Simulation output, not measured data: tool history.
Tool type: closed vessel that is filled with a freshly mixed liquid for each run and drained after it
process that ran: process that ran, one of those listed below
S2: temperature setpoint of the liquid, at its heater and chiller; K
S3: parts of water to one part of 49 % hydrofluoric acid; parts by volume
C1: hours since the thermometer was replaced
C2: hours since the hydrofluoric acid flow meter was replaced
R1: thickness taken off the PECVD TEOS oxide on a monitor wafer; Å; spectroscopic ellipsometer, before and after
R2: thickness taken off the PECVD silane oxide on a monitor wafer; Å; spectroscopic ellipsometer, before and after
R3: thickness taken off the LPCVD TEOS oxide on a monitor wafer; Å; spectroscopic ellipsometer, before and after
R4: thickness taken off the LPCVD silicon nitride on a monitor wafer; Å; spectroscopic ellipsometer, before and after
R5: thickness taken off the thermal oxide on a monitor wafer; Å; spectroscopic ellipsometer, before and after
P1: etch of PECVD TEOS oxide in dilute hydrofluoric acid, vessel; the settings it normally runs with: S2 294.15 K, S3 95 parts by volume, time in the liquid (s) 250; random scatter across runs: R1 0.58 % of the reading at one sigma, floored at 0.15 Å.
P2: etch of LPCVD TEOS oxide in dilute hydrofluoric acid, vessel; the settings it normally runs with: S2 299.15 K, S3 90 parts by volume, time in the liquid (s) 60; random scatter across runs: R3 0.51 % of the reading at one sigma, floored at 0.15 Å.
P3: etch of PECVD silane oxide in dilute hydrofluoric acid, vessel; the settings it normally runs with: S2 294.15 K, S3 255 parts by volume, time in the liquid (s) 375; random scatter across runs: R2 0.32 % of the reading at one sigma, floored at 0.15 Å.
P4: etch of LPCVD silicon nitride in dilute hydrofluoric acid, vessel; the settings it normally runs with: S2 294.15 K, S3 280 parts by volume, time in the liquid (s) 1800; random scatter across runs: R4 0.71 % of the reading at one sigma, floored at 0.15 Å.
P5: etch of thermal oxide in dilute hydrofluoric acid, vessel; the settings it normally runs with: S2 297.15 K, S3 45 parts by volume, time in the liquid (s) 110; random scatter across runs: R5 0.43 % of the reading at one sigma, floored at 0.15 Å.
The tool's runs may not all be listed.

run 1 hour=15 | process_that_ran=P1 S2=294.15 S3=95 time_in_the_liquid_(s)=250 | C1=253.4 C2=938.5 | R1=529.85
run 2 hour=27.6 | process_that_ran=P3 S2=290.15 S3=255 time_in_the_liquid_(s)=375 | C1=266 C2=951.1 | R2=214.83
run 3 hour=44.6 | process_that_ran=P2 S2=299.15 S3=150 time_in_the_liquid_(s)=60 | C1=283 C2=968.1 | R3=161.83
run 4 hour=59.5 | process_that_ran=P3 S2=294.15 S3=255 time_in_the_liquid_(s)=85 | C1=297.9 C2=983 | R2=56.877
run 5 hour=70 | process_that_ran=P2 S2=299.15 S3=90 time_in_the_liquid_(s)=60 | C1=308.4 C2=993.5 | R3=291.56
run 6 hour=81.5 | process_that_ran=P1 S2=294.15 S3=95 time_in_the_liquid_(s)=250 | C1=319.9 C2=1005 | R1=528.85
run 7 hour=98.8 | process_that_ran=P4 S2=294.15 S3=280 time_in_the_liquid_(s)=2970 | C1=337.2 C2=1022.3 | R4=48.853
run 8 hour=110.6 | process_that_ran=P1 S2=294.15 S3=95 time_in_the_liquid_(s)=370 | C1=349 C2=1034.1 | R1=779.03
run 9 hour=127.3 | process_that_ran=P2 S2=306.15 S3=90 time_in_the_liquid_(s)=60 | C1=365.7 C2=1050.8 | R3=380.3
run 10 hour=141.1 | process_that_ran=P4 S2=294.15 S3=280 time_in_the_liquid_(s)=1800 | C1=379.5 C2=1064.6 | R4=29.966
run 11 hour=154.8 | process_that_ran=P1 S2=294.15 S3=155 time_in_the_liquid_(s)=250 | C1=393.2 C2=1078.3 | R1=303.76
run 12 hour=168.2 | process_that_ran=P4 S2=294.15 S3=280 time_in_the_liquid_(s)=1800 | C1=406.6 C2=1091.7 | R4=29.64
run 13 hour=178.6 | process_that_ran=P2 S2=299.15 S3=90 time_in_the_liquid_(s)=60 | C1=417 C2=1102.1 | R3=290.79
run 14 hour=191.8 | process_that_ran=P1 S2=301.65 S3=95 time_in_the_liquid_(s)=250 | C1=430.2 C2=1115.3 | R1=706.84
run 15 hour=202.4 | process_that_ran=P3 S2=294.15 S3=255 time_in_the_liquid_(s)=375 | C1=440.8 C2=1125.9 | R2=250.98
run 16 hour=218.2 | process_that_ran=P2 S2=299.15 S3=90 time_in_the_liquid_(s)=110 | C1=456.6 C2=1141.7 | R3=532.96
run 17 hour=229.1 | process_that_ran=P4 S2=300.65 S3=280 time_in_the_liquid_(s)=1800 | C1=467.5 C2=1152.6 | R4=44.396
run 18 hour=237.1 | process_that_ran=P1 S2=294.15 S3=95 time_in_the_liquid_(s)=30 | C1=475.5 C2=1160.6 | R1=64.294
run 19 hour=246.8 | process_that_ran=P5 S2=297.15 S3=75 time_in_the_liquid_(s)=110 | C1=485.2 C2=1170.3 | R5=68.61
run 20 hour=264 | process_that_ran=P5 S2=297.15 S3=45 time_in_the_liquid_(s)=110 | C1=502.4 C2=1187.5 | R5=118.8
run 21 hour=272.8 | process_that_ran=P1 S2=294.15 S3=95 time_in_the_liquid_(s)=250 | C1=511.2 C2=1196.3 | R1=537.37
run 22 hour=281.7 | process_that_ran=P1 S2=294.15 S3=95 time_in_the_liquid_(s)=250 | C1=520.1 C2=1205.2 | R1=532.57
run 23 hour=297.4 | process_that_ran=P1 S2=294.15 S3=95 time_in_the_liquid_(s)=250 | C1=535.8 C2=1220.9 | R1=531.49
run 24 hour=306.6 | process_that_ran=P5 S2=297.15 S3=45 time_in_the_liquid_(s)=220 | C1=545 C2=1230.1 | R5=238.28
run 25 hour=323.5 | process_that_ran=P1 S2=294.15 S3=40 time_in_the_liquid_(s)=250 | C1=561.9 C2=1247 | R1=1341.7
run 26 hour=331.8 | process_that_ran=P1 S2=290.15 S3=95 time_in_the_liquid_(s)=250 | C1=570.2 C2=1255.3 | R1=447.41
run 27 hour=348.8 | process_that_ran=P1 S2=302.15 S3=130 time_in_the_liquid_(s)=250 | C1=587.2 C2=1272.3 | R1=503.57
run 28 hour=361.2 | process_that_ran=P5 S2=305.15 S3=45 time_in_the_liquid_(s)=110 | C1=599.6 C2=1284.7 | R5=163.5
run 29 hour=377 | process_that_ran=P3 S2=294.15 S3=95 time_in_the_liquid_(s)=375 | C1=615.4 C2=1300.5 | R2=796.76
run 30 hour=385.6 | process_that_ran=P1 S2=290.15 S3=45 time_in_the_liquid_(s)=250 | C1=624 C2=1309.1 | R1=994.77
run 31 hour=396.8 | process_that_ran=P4 S2=294.15 S3=425 time_in_the_liquid_(s)=1800 | C1=635.2 C2=1320.3 | R4=19.914
run 32 hour=408 | process_that_ran=P1 S2=294.15 S3=95 time_in_the_liquid_(s)=250 | C1=646.4 C2=1331.5 | R1=525.44
run 33 hour=417.2 | process_that_ran=P1 S2=294.15 S3=95 time_in_the_liquid_(s)=250 | C1=655.6 C2=1340.7 | R1=545.13
run 34 hour=426.6 | process_that_ran=P1 S2=294.15 S3=95 time_in_the_liquid_(s)=250 | C1=665 C2=1350.1 | R1=559.48
run 35 hour=438.3 | process_that_ran=P1 S2=294.15 S3=95 time_in_the_liquid_(s)=250 | C1=676.7 C2=1361.8 | R1=570.48
run 36 hour=447.3 | process_that_ran=P1 S2=294.15 S3=95 time_in_the_liquid_(s)=250 | C1=685.7 C2=1370.8 | R1=576.16
run 37 hour=456.5 | process_that_ran=P1 S2=294.15 S3=95 time_in_the_liquid_(s)=250 | C1=694.9 C2=1380 | R1=574.42
run 38 hour=471.6 | process_that_ran=P1 S2=294.15 S3=95 time_in_the_liquid_(s)=250 | C1=710 C2=1395.1 | R1=577.13
run 39 hour=483.8 | process_that_ran=P1 S2=294.15 S3=95 time_in_the_liquid_(s)=250 | C1=722.2 C2=1407.3 | R1=580.4

P1 no longer gives what it gave before; its output has crept away from where it was. The following 2 causes, each at its listed size, fit the log equally well:
A: hydrofluoric acid flow above the setpoint (%) = 8.35
B: liquid hotter than its thermometer reads (K) = 2.2
The process output started creeping at around hour 408.

4 check runs are offered, one wafer each, their results left as question marks. Which one tells the causes apart?
run check 1 hour=496 | process_that_ran=P2 S2=299.15 S3=135 time_in_the_liquid_(s)=60 | R3=?
run check 2 hour=496 | process_that_ran=P3 S2=290.15 S3=180 time_in_the_liquid_(s)=375 | R2=?
run check 3 hour=496 | process_that_ran=P5 S2=304.65 S3=45 time_in_the_liquid_(s)=185 | R5=?
run check 4 hour=496 | process_that_ran=P4 S2=298.15 S3=280 time_in_the_liquid_(s)=2890 | R4=?

How each check would come out, cause by cause:
check=check_1 result=R3 if_A=201.11 if_B=199
check=check_2 result=R2 if_A=357.93 if_B=355.94
check=check_3 result=R5 if_A=293.99 if_B=293.74
check=check_4 result=R4 if_A=66.853 if_B=70.454
Per-check spread between the two closest causes, in the result where they differ most: check 1 1.05 %; check 2 0.56 %; check 3 0.08 %; check 4 5.25 %
The causes can be told apart only by check 4. The other checks would give nearly the same results under each of them.

Check 4 was carried out, with these results: R4 67.012 Å. Which of the listed causes is responsible?

Of the candidate causes, it is A: hydrofluoric acid flow above the setpoint (%).
